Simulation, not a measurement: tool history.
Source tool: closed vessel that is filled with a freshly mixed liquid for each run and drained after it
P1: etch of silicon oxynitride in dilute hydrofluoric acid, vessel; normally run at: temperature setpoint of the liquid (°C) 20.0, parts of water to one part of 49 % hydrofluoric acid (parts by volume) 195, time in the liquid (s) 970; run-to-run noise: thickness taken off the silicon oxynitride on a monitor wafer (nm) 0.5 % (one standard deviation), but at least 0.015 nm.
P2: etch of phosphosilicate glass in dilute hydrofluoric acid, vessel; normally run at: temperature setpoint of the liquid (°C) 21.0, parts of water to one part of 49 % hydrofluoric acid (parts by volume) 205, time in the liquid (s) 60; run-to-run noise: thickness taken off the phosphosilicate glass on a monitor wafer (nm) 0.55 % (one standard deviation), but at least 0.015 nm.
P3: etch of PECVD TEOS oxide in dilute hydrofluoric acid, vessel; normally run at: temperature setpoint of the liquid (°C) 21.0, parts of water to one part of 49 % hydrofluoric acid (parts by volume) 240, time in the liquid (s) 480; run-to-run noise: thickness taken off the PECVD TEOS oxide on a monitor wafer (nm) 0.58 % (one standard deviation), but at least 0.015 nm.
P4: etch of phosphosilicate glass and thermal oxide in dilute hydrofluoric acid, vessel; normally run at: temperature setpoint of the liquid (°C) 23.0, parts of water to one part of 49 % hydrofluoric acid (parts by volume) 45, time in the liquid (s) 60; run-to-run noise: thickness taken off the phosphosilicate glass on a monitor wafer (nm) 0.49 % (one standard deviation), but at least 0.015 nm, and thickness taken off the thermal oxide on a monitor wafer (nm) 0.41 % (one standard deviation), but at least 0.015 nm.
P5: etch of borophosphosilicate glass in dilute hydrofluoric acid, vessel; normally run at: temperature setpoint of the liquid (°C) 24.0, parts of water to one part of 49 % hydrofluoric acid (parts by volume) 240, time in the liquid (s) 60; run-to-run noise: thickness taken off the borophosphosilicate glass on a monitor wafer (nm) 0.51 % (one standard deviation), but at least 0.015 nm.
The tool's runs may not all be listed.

run,day,process that ran,temperature setpoint of the liquid (°C),parts of water to one part of 49 % hydrofluoric acid (parts by volume),time in the liquid (s),thickness taken off the silicon oxynitride on a monitor wafer (nm),thickness taken off the phosphosilicate glass on a monitor wafer (nm),thickness taken off the PECVD TEOS oxide on a monitor wafer (nm),thickness taken off the thermal oxide on a monitor wafer (nm),thickness taken off the borophosphosilicate glass on a monitor wafer (nm)
1,0.646,P1,20.0,195,970,5.3280,,,,
2,1.121,P1,28.0,195,970,7.7054,,,,
3,1.646,P2,21.0,205,110,,65.968,,,
4,1.950,P3,21.0,240,260,,,23.712,,
5,2.242,P2,27.5,205,60,,45.943,,,
6,2.588,P1,20.0,195,970,5.3215,,,,
7,2.950,P1,17.0,195,970,4.6425,,,,
8,3.421,P3,21.0,240,480,,,43.620,,
9,4.050,P4,23.0,45,30,,63.645,,3.1416,
10,4.679,P1,20.0,100,970,11.1030,,,,
11,4.971,P4,23.0,70,60,,79.408,,3.9846,
12,5.346,P3,21.0,90,480,,,135.270,,
13,5.829,P5,24.0,240,60,,,,,10.354
14,6.183,P1,20.0,195,970,5.3041,,,,
15,6.546,P1,20.0,195,1840,10.1000,,,,
16,7.071,P1,20.0,340,580,1.6801,,,,
17,7.446,P5,24.0,240,60,,,,,10.349
18,7.925,P4,23.0,45,60,,127.000,,6.3771,
19,8.329,P2,21.0,45,60,,195.860,,,
20,8.912,P4,29.0,45,60,,162.340,,8.1052,
21,9.450,P1,20.0,365,970,2.5564,,,,
22,9.862,P1,20.0,195,970,5.2683,,,,

Estimate the outcome of run 23 from the log above:
23,10.162,P1,20.0,195,970,?,,,,

thickness taken off the silicon oxynitride on a monitor wafer (nm): 5.2933
